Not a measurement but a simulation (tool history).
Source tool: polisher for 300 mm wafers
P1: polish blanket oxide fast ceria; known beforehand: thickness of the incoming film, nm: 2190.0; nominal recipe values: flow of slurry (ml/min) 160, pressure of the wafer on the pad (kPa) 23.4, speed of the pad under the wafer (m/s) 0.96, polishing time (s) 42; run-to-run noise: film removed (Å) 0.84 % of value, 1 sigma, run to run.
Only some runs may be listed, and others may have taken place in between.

run	day	flow of slurry (ml/min)	pressure of the wafer on the pad (kPa)	speed of the pad under the wafer (m/s)	polishing time (s)	wafers polished on this pad	hours since the slurry nozzle was cleaned	hours since the head pressure was calibrated	film removed (Å)
1	0.658	160	23.4	0.96	42	671	282.6	179.4	7518.5
2	1.129	160	23.4	0.96	42	827	293.9	190.7	7374.4
3	1.725	160	23.4	0.96	42	1025	308.2	205	7437
4	2.438	160	23.4	0.96	42	1260	325.3	222.1	7458.2
5	2.954	160	23.4	0.96	67	1431	337.7	234.5	11926
6	3.512	160	23.4	0.96	42	1616	351.1	247.9	7475.3
7	3.958	160	23.4	0.44	42	1764	361.8	258.6	3433.5
8	4.458	95	23.4	0.96	42	1929	373.8	270.6	6612.8
9	4.9	230	11	0.96	42	2076	384.4	281.2	3687.2
10	5.367	160	23.4	0.96	25	2230	395.6	292.4	4478.9
11	5.746	160	33.1	0.96	42	2356	404.7	301.5	10593
12	6.438	235	23.4	0.96	42	2584	421.3	318.1	7902.9
13	7.112	160	23.4	1.36	42	2808	437.5	334.3	10485

Expected results for the next run?
14	7.738	160	23.4	0.68	26	3015	452.5	349.3	?

Logged for run 14: film removed (Å) 3280.6.

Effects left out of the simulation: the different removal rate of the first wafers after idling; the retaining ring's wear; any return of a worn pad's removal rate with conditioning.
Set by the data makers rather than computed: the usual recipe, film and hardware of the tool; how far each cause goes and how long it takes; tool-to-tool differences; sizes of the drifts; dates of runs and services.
